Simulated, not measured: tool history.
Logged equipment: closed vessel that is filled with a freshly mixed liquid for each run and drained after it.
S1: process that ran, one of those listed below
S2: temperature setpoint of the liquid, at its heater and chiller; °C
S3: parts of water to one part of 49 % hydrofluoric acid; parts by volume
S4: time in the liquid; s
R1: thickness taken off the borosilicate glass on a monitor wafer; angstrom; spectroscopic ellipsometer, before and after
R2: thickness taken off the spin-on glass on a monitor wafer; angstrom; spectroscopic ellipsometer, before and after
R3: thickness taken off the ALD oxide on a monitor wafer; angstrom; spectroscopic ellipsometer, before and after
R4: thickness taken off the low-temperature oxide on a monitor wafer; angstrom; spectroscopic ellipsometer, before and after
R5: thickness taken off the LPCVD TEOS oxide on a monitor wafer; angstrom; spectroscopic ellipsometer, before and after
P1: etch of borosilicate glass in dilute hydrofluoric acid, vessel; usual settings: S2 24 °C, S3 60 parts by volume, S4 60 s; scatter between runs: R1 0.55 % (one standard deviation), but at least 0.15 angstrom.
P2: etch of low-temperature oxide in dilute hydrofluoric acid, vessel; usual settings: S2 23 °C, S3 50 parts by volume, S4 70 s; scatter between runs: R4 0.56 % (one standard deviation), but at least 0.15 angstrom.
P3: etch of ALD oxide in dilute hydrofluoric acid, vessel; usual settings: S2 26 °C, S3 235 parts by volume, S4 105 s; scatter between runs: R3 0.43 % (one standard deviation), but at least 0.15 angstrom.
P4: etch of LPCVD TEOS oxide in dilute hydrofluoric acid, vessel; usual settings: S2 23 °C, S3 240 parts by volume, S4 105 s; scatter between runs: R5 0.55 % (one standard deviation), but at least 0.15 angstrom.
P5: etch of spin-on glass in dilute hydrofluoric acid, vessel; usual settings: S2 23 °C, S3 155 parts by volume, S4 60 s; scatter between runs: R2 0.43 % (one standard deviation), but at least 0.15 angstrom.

run,hour,S1,S2,S3,S4,R1,R2,R3,R4,R5
1,9.3,P1,24,60,60,386.21,,,,
2,19.3,P5,23,30,60,,768.58,,,
3,31.3,P3,26,235,105,,,123.990,,
# hour 44.5: hydrofluoric acid flow meter replaced
4,46.0,P2,23,50,70,,,,270.13,
5,58.6,P1,24,60,30,195.31,,,,
6,74.3,P1,24,60,60,392.89,,,,
7,82.1,P1,24,25,60,989.58,,,,
8,89.9,P3,20,235,105,,,98.997,,
9,101.7,P4,23,240,105,,,,,57.129
10,114.1,P1,18,40,60,469.80,,,,
11,123.2,P3,26,235,60,,,70.711,,
12,136.7,P1,24,60,60,391.86,,,,
13,149.2,P1,24,60,60,391.35,,,,
14,163.6,P4,31,240,105,,,,,76.831
15,179.1,P1,24,60,60,389.70,,,,
16,190.6,P4,23,425,105,,,,,27.471
17,199.4,P2,23,20,70,,,,692.62,
18,213.3,P5,17,155,60,,100.92,,,
19,220.3,P1,24,105,60,211.74,,,,
20,227.7,P2,23,50,70,,,,267.98,
21,235.7,P5,23,155,60,,128.50,,,
22,247.1,P4,23,240,155,,,,,85.174
23,258.5,P1,24,60,115,755.48,,,,
24,271.7,P5,23,155,120,,257.53,,,
25,281.5,P1,31,60,60,514.30,,,,
26,291.5,P2,23,50,30,,,,115.07,
27,301.3,P3,26,55,105,,,654.770,,
28,311.7,P3,26,235,105,,,123.740,,
29,326.8,P2,17,50,70,,,,208.03,
30,341.9,P1,24,20,100,2065.20,,,,
31,351.3,P4,23,240,105,,,,,57.773
32,358.8,P1,19,60,60,316.54,,,,
33,370.2,P1,24,60,60,387.60,,,,
34,385.1,P1,24,60,60,403.84,,,,
35,393.1,P1,24,60,60,408.07,,,,
36,400.8,P1,24,60,60,410.30,,,,
37,410.5,P1,24,60,60,416.85,,,,
38,418.6,P1,24,60,60,411.19,,,,
39,434.5,P1,24,60,60,418.11,,,,
40,446.3,P1,24,60,60,419.36,,,,
41,456.8,P1,24,60,60,418.79,,,,
42,467.7,P1,24,60,60,422.69,,,,

The log shows P1 creeping away from where it was. Any of the 2 causes listed here, at the size stated for it, fits the log just as well as the others:
A: hydrofluoric acid flow above the setpoint (%) = 6.96
B: liquid hotter than its thermometer reads (K) = 1.79
The onset of the drift is placed at about hour 370.2.

Which of the check runs below tells the causes apart, meaning the causes would give it clearly different results? Each run uses 3 wafers whose results are averaged, and each result is shown as a question mark.
check 1,478.6,P5,23,40,60,,?,,,
check 2,478.6,P4,23,420,105,,,,,?
check 3,478.6,P2,23,20,45,,,,?,
check 4,478.6,P3,21,85,105,,,?,,

How each check would come out, cause by cause:
check,result,if A,if B
check 1,R2,611.57,613.84
check 2,R5,30.649,29.657
check 3,R4,480.53,483.76
check 4,R3,357.920,357.660
Smallest distance between any two causes, each pair judged by its most separating result, in per cent: check 1 0.37 %; check 2 3.29 %; check 3 0.67 %; check 4 0.07 %
Only check 2 tells the causes apart: in the others they would give nearly the same result.

The results of check 2 are: R5 29.820 angstrom. Based on these, which of the listed causes is it?

The cause is B: liquid hotter than its thermometer reads (K).
